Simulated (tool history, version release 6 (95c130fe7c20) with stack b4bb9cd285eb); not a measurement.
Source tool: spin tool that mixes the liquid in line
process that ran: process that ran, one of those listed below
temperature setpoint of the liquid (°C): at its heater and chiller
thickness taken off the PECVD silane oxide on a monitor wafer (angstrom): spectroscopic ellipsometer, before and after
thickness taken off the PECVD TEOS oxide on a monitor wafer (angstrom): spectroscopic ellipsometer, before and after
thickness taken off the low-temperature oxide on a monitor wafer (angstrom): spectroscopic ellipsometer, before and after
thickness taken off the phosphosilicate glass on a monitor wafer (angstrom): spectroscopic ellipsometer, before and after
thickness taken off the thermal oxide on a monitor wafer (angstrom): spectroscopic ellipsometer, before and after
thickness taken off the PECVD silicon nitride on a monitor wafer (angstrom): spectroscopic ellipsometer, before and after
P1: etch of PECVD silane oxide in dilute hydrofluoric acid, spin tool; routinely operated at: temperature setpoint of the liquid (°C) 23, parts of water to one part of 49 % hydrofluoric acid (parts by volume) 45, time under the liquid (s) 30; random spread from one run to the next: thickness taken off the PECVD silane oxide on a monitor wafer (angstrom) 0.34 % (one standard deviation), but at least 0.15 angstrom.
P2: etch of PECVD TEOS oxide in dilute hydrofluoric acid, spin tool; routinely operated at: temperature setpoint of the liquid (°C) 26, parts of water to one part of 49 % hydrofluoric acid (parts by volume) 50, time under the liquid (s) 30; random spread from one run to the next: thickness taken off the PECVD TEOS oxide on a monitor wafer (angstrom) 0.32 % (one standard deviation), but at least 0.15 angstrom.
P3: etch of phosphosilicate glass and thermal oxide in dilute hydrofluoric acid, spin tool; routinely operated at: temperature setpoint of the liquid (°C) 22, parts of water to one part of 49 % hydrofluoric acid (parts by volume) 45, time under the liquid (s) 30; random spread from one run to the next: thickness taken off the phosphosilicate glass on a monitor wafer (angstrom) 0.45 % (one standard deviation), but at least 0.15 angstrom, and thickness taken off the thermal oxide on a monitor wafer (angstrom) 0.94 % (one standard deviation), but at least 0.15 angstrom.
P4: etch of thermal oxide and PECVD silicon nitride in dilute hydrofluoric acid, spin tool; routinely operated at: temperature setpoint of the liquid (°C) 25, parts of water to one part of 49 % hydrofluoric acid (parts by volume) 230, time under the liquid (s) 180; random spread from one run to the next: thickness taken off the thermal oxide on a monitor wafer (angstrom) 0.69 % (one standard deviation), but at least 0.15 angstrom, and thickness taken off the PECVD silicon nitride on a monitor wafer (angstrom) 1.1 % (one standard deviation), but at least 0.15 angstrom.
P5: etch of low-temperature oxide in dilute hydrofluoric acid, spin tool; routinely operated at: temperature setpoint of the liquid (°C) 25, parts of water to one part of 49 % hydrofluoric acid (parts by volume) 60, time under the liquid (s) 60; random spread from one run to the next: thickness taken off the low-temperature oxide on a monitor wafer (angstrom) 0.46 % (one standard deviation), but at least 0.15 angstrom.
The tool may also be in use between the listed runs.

run	hour	process that ran	temperature setpoint of the liquid (°C)	parts of water to one part of 49 % hydrofluoric acid (parts by volume)	time under the liquid (s)	hours since the thermometer was replaced	hours since the hydrofluoric acid flow meter was replaced	thickness taken off the PECVD silane oxide on a monitor wafer (angstrom)	thickness taken off the PECVD TEOS oxide on a monitor wafer (angstrom)	thickness taken off the low-temperature oxide on a monitor wafer (angstrom)	thickness taken off the phosphosilicate glass on a monitor wafer (angstrom)	thickness taken off the thermal oxide on a monitor wafer (angstrom)	thickness taken off the PECVD silicon nitride on a monitor wafer (angstrom)
1	4.6	P1	23	45	30	1889.1	1099.5	158.34					
2	11.1	P1	23	45	30	1895.6	1106	157.69					
3	17.8	P1	23	45	45	1902.3	1112.7	237.75					
4	21.7	P1	23	45	30	1906.2	1116.6	156.54					
5	27.1	P2	26	20	30	1911.6	1122		234.62				
6	32.4	P5	30	60	60	1916.9	1127.3			155.27			
7	35.9	P3	22	45	30	1920.4	1130.8				1027.9	29.373	
8	40.9	P1	23	65	30	1925.4	1135.8	106.47					
9	47.5	P1	29.5	20	30	1932	1142.4	479.95					
10	51.4	P4	31.5	230	180	1935.9	1146.3					45.351	32.543
11	58.5	P2	32.5	50	30	1943	1153.4		115.77				
12	63.3	P2	26	50	65	1947.8	1158.2		195.12				
13	69	P4	25	360	180	1953.5	1163.9					20.046	13.738
14	75.2	P1	30	45	30	1959.7	1170.1	209.84					
15	79.1	P3	22	20	30	1963.6	1174				2418.8	68.829	
# hour 82: hydrofluoric acid flow meter replaced
16	83.7	P1	17	45	30	1968.2	1.7	121.98					
17	90.9	P1	23	30	30	1975.4	8.9	241.22					
18	97	P4	25	230	40	1981.5	15					8.0291	4.7075
19	102.3	P4	25	230	180	1986.8	20.3					35.638	22.316
20	107.5	P3	27	45	30	1992	25.5				1273.8	36.695	
21	111.2	P5	25	60	60	1995.7	29.2			128.23			
22	118.7	P3	22	45	50	2003.2	36.7				1708.9	49.379	
23	124.3	P4	25	230	180	2008.8	42.3					35.596	21.975
24	132	P1	23	45	30	2016.5	50	158.09					
25	137.9	P1	23	45	30	2022.4	55.9	157.16					
26	143.6	P5	25	25	60	2028.1	61.6			320.54			
27	149.2	P1	23	45	15	2033.7	67.2	78.85					
28	157	P2	26	50	30	2041.5	75		90.51				
29	160.9	P5	25	60	100	2045.4	78.9			211.65			
30	167	P1	29.5	45	15	2051.5	85	102.76					
31	174.5	P5	25	60	60	2059	92.5			126.94			
32	178.7	P1	23	45	30	2063.2	96.7	158.17					
33	183.6	P1	23	45	30	2068.1	101.6	152					
34	188.6	P1	23	45	30	2073.1	106.6	148.59					
35	195.1	P1	23	45	30	2079.6	113.1	146.61					
36	202.2	P1	23	45	30	2086.7	120.2	146.04					
37	205.9	P1	23	45	30	2090.4	123.9	145.57					
38	209.4	P1	23	45	30	2093.9	127.4	144.18					
39	213.3	P1	23	45	30	2097.8	131.3	143.71					
40	219.7	P1	23	45	30	2104.2	137.7	143.68					
41	223.4	P1	23	45	30	2107.9	141.4	144.45					

Something has made what P1 gives creep away from where it was; the 2 causes below, each at its own stated size, fit the log equally well:
A: hydrofluoric acid flow below the setpoint (%) = 8.43
B: liquid colder than its thermometer reads (K) = 2.23
At approximately hour 178.7, the process output began to creep.

The list below offers 4 check runs, each averaging the results of 5 wafers, and shows each result as a question mark. For which of them would the listed causes give clearly different results?
check 1	227.1	P5	25	60	60					?			
check 2	227.1	P2	26	50	30				?				
check 3	227.1	P3	22	45	30						?	?	
check 4	227.1	P4	25	230	180							?	?

Predicted outcomes, by check and by cause:
check	result	if A	if B
check 1	thickness taken off the low-temperature oxide on a monitor wafer (angstrom)	115.6	116.09
check 2	thickness taken off the PECVD TEOS oxide on a monitor wafer (angstrom)	82.081	82.35
check 3	thickness taken off the phosphosilicate glass on a monitor wafer (angstrom)	942.77	941.69
check 3	thickness taken off the thermal oxide on a monitor wafer (angstrom)	27.155	27.123
check 4	thickness taken off the thermal oxide on a monitor wafer (angstrom)	31.894	32.845
check 4	thickness taken off the PECVD silicon nitride on a monitor wafer (angstrom)	20.168	19.147
Minimum pairwise separation of causes per check, each pair taken at its best-separating result: check 1 0.42 %; check 2 0.33 %; check 3 0.11 %; check 4 5.19 %
Check 4 is the one run that separates the causes; every other check would come out nearly the same whichever cause is at work.

Check 4 was carried out, with these results: thickness taken off the thermal oxide on a monitor wafer (angstrom) 32.845; thickness taken off the PECVD silicon nitride on a monitor wafer (angstrom) 19.375. Which of the listed causes is responsible?

Of the candidate causes, it is B: liquid colder than its thermometer reads (K).

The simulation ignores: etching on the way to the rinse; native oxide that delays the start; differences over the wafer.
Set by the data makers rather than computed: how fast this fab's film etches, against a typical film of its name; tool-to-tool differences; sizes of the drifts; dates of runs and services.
